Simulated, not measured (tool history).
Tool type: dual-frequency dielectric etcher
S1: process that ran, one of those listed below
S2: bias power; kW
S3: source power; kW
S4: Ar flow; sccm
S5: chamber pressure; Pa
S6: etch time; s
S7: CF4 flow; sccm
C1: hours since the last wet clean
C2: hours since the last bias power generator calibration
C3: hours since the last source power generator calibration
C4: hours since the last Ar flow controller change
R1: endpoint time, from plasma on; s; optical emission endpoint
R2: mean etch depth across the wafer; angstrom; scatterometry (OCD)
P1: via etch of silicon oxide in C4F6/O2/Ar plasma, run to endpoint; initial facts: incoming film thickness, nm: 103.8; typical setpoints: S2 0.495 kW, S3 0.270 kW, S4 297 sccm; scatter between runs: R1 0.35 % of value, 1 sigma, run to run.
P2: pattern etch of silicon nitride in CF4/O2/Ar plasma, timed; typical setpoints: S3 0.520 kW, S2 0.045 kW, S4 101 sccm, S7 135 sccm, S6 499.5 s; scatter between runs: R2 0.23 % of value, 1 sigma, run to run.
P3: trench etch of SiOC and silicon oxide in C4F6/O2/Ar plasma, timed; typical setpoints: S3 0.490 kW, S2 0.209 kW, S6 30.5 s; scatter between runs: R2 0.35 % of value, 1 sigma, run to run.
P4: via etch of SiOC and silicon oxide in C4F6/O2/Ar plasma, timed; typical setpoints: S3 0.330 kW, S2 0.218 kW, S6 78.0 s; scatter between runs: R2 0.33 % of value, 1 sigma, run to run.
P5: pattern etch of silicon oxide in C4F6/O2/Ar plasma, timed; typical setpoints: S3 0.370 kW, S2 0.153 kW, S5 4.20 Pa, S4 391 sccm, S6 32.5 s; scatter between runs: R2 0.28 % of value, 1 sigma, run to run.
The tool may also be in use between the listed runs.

run   hour  S1     S2     S3   S4    S5     S6   S7     C1     C2      C3     C4      R1        R2
  1   13.4  P1  0.495  0.270  297                    302.6  629.2  2771.2  616.0  25.531
  2   28.2  P1  0.495  0.180  203                    317.4  644.0  2786.0  630.8  28.448
  3   36.3  P1  0.495  0.270  297                    325.5  652.1  2794.1  638.9  25.512
  4   47.5  P5  0.153  0.370  391  5.27   32.5       336.7  663.3  2805.3  650.1            869.81
      59.1  -- source power generator calibrated
  5   62.1  P3  0.122  0.490              30.5       351.3  677.9     3.0  664.7            581.88
  6   74.3  P2  0.061  0.520  101        499.5  135  363.5  690.1    15.2  676.9          10876.00
  7   88.9  P1  0.495  0.390  297                    378.1  704.7    29.8  691.5  22.263
  8  102.1  P2  0.045  0.330  101        499.5  135  391.3  717.9    43.0  704.7           6501.70
  9  108.8  P3  0.209  0.490              30.5       398.0  724.6    49.7  711.4            683.46
 10  118.6  P1  0.495  0.270  391                    407.8  734.4    59.5  721.2  26.262
 11  126.4  P4  0.218  0.260              78.0       415.6  742.2    67.3  729.0            820.84
 12  136.0  P1  0.495  0.270  297                    425.2  751.8    76.9  738.6  25.407
 13  148.0  P4  0.218  0.330              78.0       437.2  763.8    88.9  750.6            899.77
 14  158.6  P4  0.132  0.330              78.0       447.8  774.4    99.5  761.2            768.38
 15  171.4  P5  0.188  0.370  391  4.20   32.5       460.6  787.2   112.3  774.0            946.86
 16  178.4  P5  0.153  0.370  391  4.20   32.5       467.6  794.2   119.3  781.0            885.85
 17  190.8  P5  0.153  0.490  391  4.20   32.5       480.0  806.6   131.7  793.4            992.46
 18  205.5  P1  0.495  0.270  297                    494.7  821.3   146.4  808.1  25.443
 19  215.0  P2  0.045  0.520  101        744.0  135  504.2  830.8   155.9  817.6          14497.00
 20  227.4  P1  0.354  0.270  297                    516.6  843.2   168.3  830.0  29.062
 21  238.9  P1  0.665  0.270  297                    528.1  854.7   179.8  841.5  22.573

Forecast run 22:
 22  253.0  P2  0.045  0.520  101      499.5  135  542.2  868.8  193.9  855.6       ?

R2: 9705.30 angstrom
